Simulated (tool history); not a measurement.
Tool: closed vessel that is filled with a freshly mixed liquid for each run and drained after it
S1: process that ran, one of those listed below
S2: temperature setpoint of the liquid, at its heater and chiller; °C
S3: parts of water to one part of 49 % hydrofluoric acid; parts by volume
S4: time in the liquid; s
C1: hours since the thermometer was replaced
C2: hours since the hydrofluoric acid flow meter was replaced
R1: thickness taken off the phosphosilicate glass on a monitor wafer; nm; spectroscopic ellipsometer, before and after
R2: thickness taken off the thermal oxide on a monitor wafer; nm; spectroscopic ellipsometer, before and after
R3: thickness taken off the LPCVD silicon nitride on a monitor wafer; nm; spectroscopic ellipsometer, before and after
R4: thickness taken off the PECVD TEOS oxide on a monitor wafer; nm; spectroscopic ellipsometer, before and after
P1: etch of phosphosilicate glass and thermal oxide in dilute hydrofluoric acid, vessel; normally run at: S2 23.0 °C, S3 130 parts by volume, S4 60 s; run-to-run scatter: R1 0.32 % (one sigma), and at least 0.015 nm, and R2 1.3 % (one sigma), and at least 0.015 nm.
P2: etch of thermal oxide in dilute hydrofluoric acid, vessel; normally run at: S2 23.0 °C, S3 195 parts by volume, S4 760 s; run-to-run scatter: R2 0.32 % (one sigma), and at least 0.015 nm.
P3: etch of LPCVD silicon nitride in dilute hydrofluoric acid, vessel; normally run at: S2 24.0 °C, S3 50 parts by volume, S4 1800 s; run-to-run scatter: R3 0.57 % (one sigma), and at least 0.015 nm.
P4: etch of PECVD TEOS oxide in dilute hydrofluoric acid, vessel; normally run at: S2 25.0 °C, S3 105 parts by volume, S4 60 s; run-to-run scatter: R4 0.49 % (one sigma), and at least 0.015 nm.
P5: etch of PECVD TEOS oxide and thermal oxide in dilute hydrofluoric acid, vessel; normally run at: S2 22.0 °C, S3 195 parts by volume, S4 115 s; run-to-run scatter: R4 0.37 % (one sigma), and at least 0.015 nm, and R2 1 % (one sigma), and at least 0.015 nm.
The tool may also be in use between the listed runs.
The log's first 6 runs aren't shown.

run 7 hour=34.2 | S1=P3 S2=17.0 S3=50 S4=1800 | C1=685.0 C2=173.8 | R3=9.7349
run 8 hour=38.8 | S1=P5 S2=22.0 S3=195 S4=115 | C1=689.6 C2=178.4 | R2=2.4010 R4=9.6924
run 9 hour=45.6 | S1=P1 S2=23.0 S3=130 S4=60 | C1=696.4 C2=185.2 | R1=55.050 R2=2.1223
run 10 hour=50.1 | S1=P5 S2=27.5 S3=195 S4=115 | C1=700.9 C2=189.7 | R2=2.9321 R4=11.8050
run 11 hour=55.8 | S1=P4 S2=25.0 S3=105 S4=60 | C1=706.6 C2=195.4 | R4=11.5610
run 12 hour=62.6 | S1=P1 S2=23.0 S3=130 S4=60 | C1=713.4 C2=202.2 | R1=55.060 R2=2.1840
run 13 hour=69.6 | S1=P4 S2=25.0 S3=105 S4=60 | C1=720.4 C2=209.2 | R4=11.4620
run 14 hour=76.9 | S1=P1 S2=23.0 S3=130 S4=60 | C1=727.7 C2=216.5 | R1=55.206 R2=2.1843
run 15 hour=81.5 | S1=P1 S2=17.5 S3=130 S4=100 | C1=732.3 C2=221.1 | R1=73.405 R2=2.9420
run 16 hour=87.7 | S1=P1 S2=23.0 S3=130 S4=60 | C1=738.5 C2=227.3 | R1=55.223 R2=2.1006
run 17 hour=91.0 | S1=P2 S2=28.5 S3=195 S4=760 | C1=741.8 C2=230.6 | R2=19.1570
run 18 hour=98.3 | S1=P1 S2=18.5 S3=130 S4=60 | C1=749.1 C2=237.9 | R1=46.061 R2=1.8090
run 19 hour=104.8 | S1=P4 S2=25.0 S3=105 S4=30 | C1=755.6 C2=244.4 | R4=5.7398
run 20 hour=109.7 | S1=P4 S2=25.0 S3=45 S4=60 | C1=760.5 C2=249.3 | R4=29.0710
run 21 hour=114.8 | S1=P1 S2=23.0 S3=130 S4=100 | C1=765.6 C2=254.4 | R1=91.958 R2=3.6144
run 22 hour=122.2 | S1=P5 S2=22.0 S3=195 S4=190 | C1=773.0 C2=261.8 | R2=3.8917 R4=16.0010
run 23 hour=128.2 | S1=P2 S2=23.0 S3=195 S4=760 | C1=779.0 C2=267.8 | R2=15.7120

Forecast run 24:
run 24 hour=134.4 | S1=P5 S2=22.0 S3=195 S4=115 | C1=785.2 C2=274.0 | R2=? R4=?

R2: 2.3892 nm
R4: 9.6861 nm
